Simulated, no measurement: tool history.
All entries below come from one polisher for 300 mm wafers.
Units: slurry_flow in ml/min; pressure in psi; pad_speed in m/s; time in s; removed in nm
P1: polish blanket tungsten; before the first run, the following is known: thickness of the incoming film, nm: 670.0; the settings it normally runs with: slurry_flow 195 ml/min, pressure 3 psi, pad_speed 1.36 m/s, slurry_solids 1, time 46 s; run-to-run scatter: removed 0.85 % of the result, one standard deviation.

{"run": 1, "hour": 11.2, "slurry_flow": 195, "pressure": 3, "pad_speed": 1.36, "slurry_solids": 1, "time": 46, "removed": 224.05}
{"run": 2, "hour": 20.7, "slurry_flow": 195, "pressure": 3, "pad_speed": 1.36, "slurry_solids": 1, "time": 46, "removed": 227.73}
{"run": 3, "hour": 34.1, "slurry_flow": 115, "pressure": 3, "pad_speed": 1.36, "slurry_solids": 1, "time": 46, "removed": 207.65}
{"run": 4, "hour": 45.4, "slurry_flow": 195, "pressure": 3, "pad_speed": 1.84, "slurry_solids": 1, "time": 46, "removed": 305.1}
{"run": 5, "hour": 55.3, "slurry_flow": 195, "pressure": 3, "pad_speed": 1.36, "slurry_solids": 1.35, "time": 46, "removed": 244.42}
{"hour": 71.1, "done": "head pressure recalibrated"}
{"run": 6, "hour": 72.5, "slurry_flow": 195, "pressure": 3, "pad_speed": 1.36, "slurry_solids": 1, "time": 46, "removed": 228.8}
{"run": 7, "hour": 87.0, "slurry_flow": 195, "pressure": 1.4, "pad_speed": 1.36, "slurry_solids": 1, "time": 46, "removed": 105.88}
{"run": 8, "hour": 98.6, "slurry_flow": 195, "pressure": 3, "pad_speed": 1.36, "slurry_solids": 1, "time": 46, "removed": 229.04}
{"run": 9, "hour": 112.7, "slurry_flow": 195, "pressure": 1.7, "pad_speed": 1.36, "slurry_solids": 0.65, "time": 46, "removed": 115.9}
{"run": 10, "hour": 121.4, "slurry_flow": 195, "pressure": 3, "pad_speed": 1.36, "slurry_solids": 1, "time": 21, "removed": 104.54}
{"run": 11, "hour": 134.0, "slurry_flow": 195, "pressure": 3, "pad_speed": 1.36, "slurry_solids": 0.65, "time": 46, "removed": 206.34}
{"run": 12, "hour": 144.3, "slurry_flow": 195, "pressure": 4.5, "pad_speed": 1.36, "slurry_solids": 1, "time": 46, "removed": 340.97}
{"run": 13, "hour": 159.2, "slurry_flow": 255, "pressure": 3, "pad_speed": 1.02, "slurry_solids": 1, "time": 46, "removed": 174.99}
{"run": 14, "hour": 176.9, "slurry_flow": 195, "pressure": 3, "pad_speed": 0.62, "slurry_solids": 1, "time": 46, "removed": 102.11}
{"run": 15, "hour": 187.6, "slurry_flow": 195, "pressure": 3, "pad_speed": 1.36, "slurry_solids": 1, "time": 46, "removed": 224.6}
{"run": 16, "hour": 201.9, "slurry_flow": 305, "pressure": 3, "pad_speed": 1.36, "slurry_solids": 1, "time": 46, "removed": 238.8}
{"run": 17, "hour": 210.0, "slurry_flow": 195, "pressure": 3, "pad_speed": 1.36, "slurry_solids": 1, "time": 59, "removed": 285.93}
{"run": 18, "hour": 224.5, "slurry_flow": 195, "pressure": 3, "pad_speed": 1.36, "slurry_solids": 1, "time": 46, "removed": 229.25}
{"run": 19, "hour": 235.6, "slurry_flow": 195, "pressure": 3, "pad_speed": 1.36, "slurry_solids": 1, "time": 46, "removed": 221.84}
{"run": 20, "hour": 253.4, "slurry_flow": 195, "pressure": 3, "pad_speed": 1.36, "slurry_solids": 1, "time": 46, "removed": 217.64}
{"hour": 254.0, "done": "slurry blender recalibrated"}
{"run": 21, "hour": 271.2, "slurry_flow": 195, "pressure": 3, "pad_speed": 1.36, "slurry_solids": 1, "time": 46, "removed": 211.76}
{"hour": 275.6, "done": "worn pad replaced by a new one"}
{"run": 22, "hour": 278.9, "slurry_flow": 195, "pressure": 3, "pad_speed": 1.36, "slurry_solids": 1, "time": 46, "removed": 211.88}
{"hour": 280.9, "done": "slurry tank refilled with fresh slurry and peroxide"}
{"run": 23, "hour": 292.1, "slurry_flow": 195, "pressure": 3, "pad_speed": 1.36, "slurry_solids": 1, "time": 46, "removed": 208.24}
{"run": 24, "hour": 301.1, "slurry_flow": 195, "pressure": 3, "pad_speed": 1.36, "slurry_solids": 1, "time": 46, "removed": 208.58}

Compared with where it was, what P1 gives has crept away. Each cause listed below fits the log as well as the rest, at the size given for it:
A: slurry flow missing at the pad, % = 36.5
B: head's pressure below its setpoint, % = 7.36
The onset of the drift is placed at about hour 224.5.
All other causes, with the reason each is excluded:
removal rate lost through wear of the pad, %: serviced at hour 275.6, which brought nothing back
abrasive missing from the slurry, %: serviced at hour 254, which brought nothing back
peroxide lost from the slurry, %: serviced at hour 280.9, which brought nothing back

Of the 4 check runs below, each run on 2 wafers with the results averaged and each result still a question mark, which one would tell the listed causes apart?
{"run": "check 1", "hour": 310.1, "slurry_flow": 195, "pressure": 3, "pad_speed": 1.36, "slurry_solids": 1.25, "time": 46, "removed": "?"}
{"run": "check 2", "hour": 310.1, "slurry_flow": 195, "pressure": 1.9, "pad_speed": 1.36, "slurry_solids": 1, "time": 22, "removed": "?"}
{"run": "check 3", "hour": 310.1, "slurry_flow": 195, "pressure": 3, "pad_speed": 0.62, "slurry_solids": 1, "time": 24, "removed": "?"}
{"run": "check 4", "hour": 310.1, "slurry_flow": 115, "pressure": 1.6, "pad_speed": 1.36, "slurry_solids": 1, "time": 46, "removed": "?"}

Predicted outcomes, by check and by cause:
check=check_1 result=removed if_A=221.47 if_B=221.46
check=check_2 result=removed if_A=63.599 if_B=63.595
check=check_3 result=removed if_A=49.941 if_B=49.938
check=check_4 result=removed if_A=97.513 if_B=102.12
Minimum pairwise separation of causes per check, each pair taken at its best-separating result: check 1 0.01 %; check 2 0.01 %; check 3 0.01 %; check 4 4.62 %
The causes can be told apart only by check 4. The other checks would give nearly the same results under each of them.

With check 4 done, the readings were: removed 97.826 nm. Identify which of the listed causes applies.

It was cause A: slurry flow missing at the pad, %.
